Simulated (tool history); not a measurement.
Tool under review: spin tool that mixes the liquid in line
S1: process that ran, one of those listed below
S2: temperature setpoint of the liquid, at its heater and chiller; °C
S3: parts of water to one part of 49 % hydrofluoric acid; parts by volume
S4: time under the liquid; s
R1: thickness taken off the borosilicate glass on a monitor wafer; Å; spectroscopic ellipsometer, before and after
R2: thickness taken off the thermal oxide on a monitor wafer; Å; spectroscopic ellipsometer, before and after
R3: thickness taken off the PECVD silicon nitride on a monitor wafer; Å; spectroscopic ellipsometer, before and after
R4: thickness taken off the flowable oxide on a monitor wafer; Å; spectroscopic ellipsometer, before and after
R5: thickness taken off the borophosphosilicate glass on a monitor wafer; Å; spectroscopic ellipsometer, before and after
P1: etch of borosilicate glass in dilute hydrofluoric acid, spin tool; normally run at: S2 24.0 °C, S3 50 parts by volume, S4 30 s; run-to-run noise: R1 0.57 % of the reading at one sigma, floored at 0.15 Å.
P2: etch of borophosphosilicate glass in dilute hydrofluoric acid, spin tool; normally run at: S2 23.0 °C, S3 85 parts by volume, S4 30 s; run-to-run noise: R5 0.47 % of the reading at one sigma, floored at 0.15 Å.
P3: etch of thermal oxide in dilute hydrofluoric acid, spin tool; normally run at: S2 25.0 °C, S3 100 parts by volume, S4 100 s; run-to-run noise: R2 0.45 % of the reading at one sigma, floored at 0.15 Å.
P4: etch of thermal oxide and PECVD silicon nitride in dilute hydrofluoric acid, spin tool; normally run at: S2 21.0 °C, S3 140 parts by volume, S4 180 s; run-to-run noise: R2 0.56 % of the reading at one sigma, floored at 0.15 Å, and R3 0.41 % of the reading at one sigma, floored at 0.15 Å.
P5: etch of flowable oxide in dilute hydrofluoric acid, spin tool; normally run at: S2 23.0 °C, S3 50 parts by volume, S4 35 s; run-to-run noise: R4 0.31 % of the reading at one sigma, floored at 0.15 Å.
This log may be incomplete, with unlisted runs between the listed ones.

run,hour,S1,S2,S3,S4,R1,R2,R3,R4,R5
1,13.5,P1,24.0,50,30,234.12,,,,
2,23.9,P4,25.5,140,180,,62.802,77.225,,
3,32.5,P5,23.0,50,50,,,,316.81,
# hour 36.3: thermometer replaced
4,40.1,P3,25.0,50,100,,104.800,,,
5,50.7,P2,23.0,85,30,,,,,173.90
6,60.7,P2,26.5,85,30,,,,,198.35
7,69.9,P4,21.0,85,180,,91.457,95.057,,
8,79.6,P1,30.5,25,30,630.89,,,,
9,92.9,P2,23.0,50,30,,,,,307.16
10,103.6,P1,24.0,20,30,606.45,,,,
11,116.8,P1,24.0,50,50,389.39,,,,
12,130.4,P5,18.0,50,35,,,,180.71,
13,141.1,P1,30.5,50,30,305.10,,,,
14,154.1,P1,24.0,50,30,233.56,,,,
15,165.4,P3,25.0,100,100,,48.978,,,
16,177.0,P4,21.0,140,340,,98.447,109.980,,
17,190.8,P2,23.0,85,60,,,,,344.74
18,198.0,P3,32.5,100,100,,65.398,,,
19,208.9,P1,24.0,50,30,233.93,,,,
20,215.0,P3,25.0,100,100,,48.888,,,
21,221.7,P1,24.0,50,30,234.82,,,,
22,235.1,P3,25.0,100,170,,83.172,,,
23,244.2,P1,24.0,50,30,234.35,,,,
24,251.8,P1,18.0,85,30,102.92,,,,
25,264.0,P5,23.0,50,35,,,,220.83,
26,270.5,P1,24.0,75,30,149.63,,,,
27,283.4,P1,24.0,50,30,233.30,,,,
28,290.5,P4,21.0,140,180,,51.381,57.980,,
29,297.4,P1,19.0,50,30,190.12,,,,
30,307.7,P1,24.0,50,15,117.10,,,,
31,320.6,P4,21.0,140,180,,51.467,57.670,,
32,332.4,P1,24.0,50,30,235.81,,,,
33,343.6,P5,23.0,70,35,,,,155.04,
34,357.1,P1,24.0,50,30,232.00,,,,
35,365.3,P1,24.0,50,30,228.61,,,,
36,374.9,P1,24.0,50,30,222.41,,,,
37,386.8,P1,24.0,50,30,217.65,,,,
38,394.6,P1,24.0,50,30,215.96,,,,
39,401.7,P1,24.0,50,30,214.45,,,,
40,414.9,P1,24.0,50,30,212.44,,,,
41,425.9,P1,24.0,50,30,212.45,,,,
42,439.5,P1,24.0,50,30,211.40,,,,
43,447.6,P1,24.0,50,30,213.29,,,,

The output of P1 has drifted from where it used to be. Each of the 2 causes below, taken at the size shown beside it, accounts for the log equally well:
A: liquid colder than its thermometer reads (K) = 2.33
B: hydrofluoric acid flow below the setpoint (%) = 8.62
The creep began at about hour 357.1.

Below are 4 check runs, each on a single wafer, with their results shown as question marks. Which of them would tell the listed causes apart, meaning the causes would give clearly different results under it?
check 1,455.7,P4,21.0,140,180,,?,?,,
check 2,455.7,P3,25.0,100,100,,?,,,
check 3,455.7,P2,23.0,85,30,,,,,?
check 4,455.7,P5,23.0,50,35,,,,?,

How each check would come out, cause by cause:
check,result,if A,if B
check 1,R2,47.335,46.824
check 1,R3,49.447,52.941
check 2,R2,44.552,44.133
check 3,R5,157.46,156.70
check 4,R4,200.96,201.22
Per-check spread between the two closest causes, in the result where they differ most: check 1 6.83 %; check 2 0.94 %; check 3 0.48 %; check 4 0.12 %
The causes can be told apart only by check 1. The other checks would give nearly the same results under each of them.

Then check 1 was run and gave: R2 47.896 Å; R3 49.612 Å. Which cause is it?

The cause is A: liquid colder than its thermometer reads (K).
